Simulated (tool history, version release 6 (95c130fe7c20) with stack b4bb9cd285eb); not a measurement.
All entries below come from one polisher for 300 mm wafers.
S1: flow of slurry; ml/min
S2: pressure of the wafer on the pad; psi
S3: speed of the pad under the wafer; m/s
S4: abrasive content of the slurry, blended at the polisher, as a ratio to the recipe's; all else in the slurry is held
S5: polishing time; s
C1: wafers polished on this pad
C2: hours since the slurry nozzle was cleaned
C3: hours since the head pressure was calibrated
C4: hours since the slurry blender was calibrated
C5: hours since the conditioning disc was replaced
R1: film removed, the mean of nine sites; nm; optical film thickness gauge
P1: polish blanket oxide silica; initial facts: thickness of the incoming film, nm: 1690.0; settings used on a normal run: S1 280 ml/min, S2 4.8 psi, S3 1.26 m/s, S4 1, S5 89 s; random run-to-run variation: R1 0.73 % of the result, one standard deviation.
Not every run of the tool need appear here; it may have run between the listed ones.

run   hour   S1   S2    S3    S4   S5    C1     C2     C3     C4     C5      R1
  1      4  280  4.8  1.26     1   89   462    233  648.7  287.7  245.5  316.78
  2    8.5  280  4.8  1.26     1  112   519  237.5  653.2  292.2    250  391.45
  3   13.4  280  6.9  1.26     1   57   580  242.4  658.1  297.1  254.9  289.24
        18  -- slurry nozzle cleaned
  4     18  280  4.8  1.26     1   53   637    0.1  662.7  301.7  259.5  186.76
  5   23.1  280  4.8   0.7     1   89   701    5.2  667.8  306.8  264.6  195.78
  6   27.2  280  4.8  1.26     1   89   753    9.3  671.9  310.9  268.7  312.58
  7   30.6  280  4.8  1.78     1   89   795   12.7  675.3  314.3  272.1  418.49
  8   34.7  280  6.5  1.26     1   89   846   16.8  679.4  318.4  276.2  431.24
  9   39.9  280  4.8  1.26  1.45   89   911     22  684.6  323.6  281.4     361
 10   42.5  440  4.8  1.26     1   89   944   24.6  687.2  326.2    284  325.57
 11   47.1  280  4.8  1.26  0.55   89  1002   29.2  691.8  330.8  288.6  228.75
 12   51.8  280  4.8  1.26     1   89  1060   33.9  696.5  335.5  293.3  316.28
 13   56.7  170  4.8  1.26     1   89  1122   38.8  701.4  340.4  298.2  294.63
 14   60.3  280  4.8  1.26     1   89  1167   42.4    705    344  301.8  311.11
 15   63.2  280  2.3  1.26     1   89  1203   45.3  707.9  346.9  304.7  151.41
 16   67.9  280  4.8  1.26     1   89  1262     50  712.6  351.6  309.4  311.99
 17   70.2  280  4.8  1.26     1   89  1291   52.3  714.9  353.9  311.7  302.88
 18   75.4  280  4.8  1.26     1   89  1356   57.5  720.1  359.1  316.9  290.74
 19   78.7  280  4.8  1.26     1   89  1397   60.8  723.4  362.4  320.2  291.07
 20   82.9  280  4.8  1.26     1   89  1450     65  727.6  366.6  324.4  281.72
      83.6  -- head pressure recalibrated
 21   87.3  280  4.8  1.26     1   89  1505   69.4    3.7    371  328.8  277.19
 22   91.2  280  4.8  1.26     1   89  1553   73.3    7.6  374.9  332.7  274.66
      92.4  -- conditioning disc replaced and pad reconditioned
 23   95.6  280  4.8  1.26     1   89  1608   77.7     12  379.3    3.3  271.19
 24     99  280  4.8  1.26     1   89  1651   81.1   15.4  382.7    6.7  277.01
 25  104.1  280  4.8  1.26     1   89  1715   86.2   20.5  387.8   11.8  275.12

The output of P1 has drifted from where it used to be. Each of the 2 causes below, taken at the size shown beside it, accounts for the log equally well:
A: abrasive missing from the slurry, % = 25
B: removal rate lost through wear of the pad, % = 13.2
The creep began at about hour 67.9.
All other causes, with the reason each is excluded:
slurry flow missing at the pad, %: cannot exceed 40; that much would move R1 by -6.1 %, which falls short of the creep or goes against it
head's pressure below its setpoint, %: serviced after onset, at hour 83.6, with no recovery of the prior output
time polished since the conditioner stopped cutting, s: serviced after onset, at hour 92.4, with no recovery of the prior output

Below are 4 check runs, each averaged over 3 wafers, with their results shown as question marks. Which of them would give clearly different results depending on which cause is behind the drift?
check 1  109.2  280  2.9  0.78    1  89                       ?
check 2  109.2  425    3  1.26    1  89                       ?
check 3  109.2  280  3.6  0.84    1  89                       ?
check 4  109.2  280  4.8  1.26  0.6  66                       ?

What each check would give under each cause:
  check  result    if A    if B
check 1      R1  112.35   112.3
check 2      R1  176.27  176.18
check 3      R1  147.99  147.92
check 4      R1  149.83  155.25
Per check, the gap between the least separated pair of causes, taken in the result that splits them most: check 1 0.05 %; check 2 0.05 %; check 3 0.05 %; check 4 3.56 %
Check 4 is the one run that separates the causes; every other check would come out nearly the same whichever cause is at work.

Then check 4 was run and gave: R1 150.43 nm. Which cause is it?

A is the cause: abrasive missing from the slurry, %.
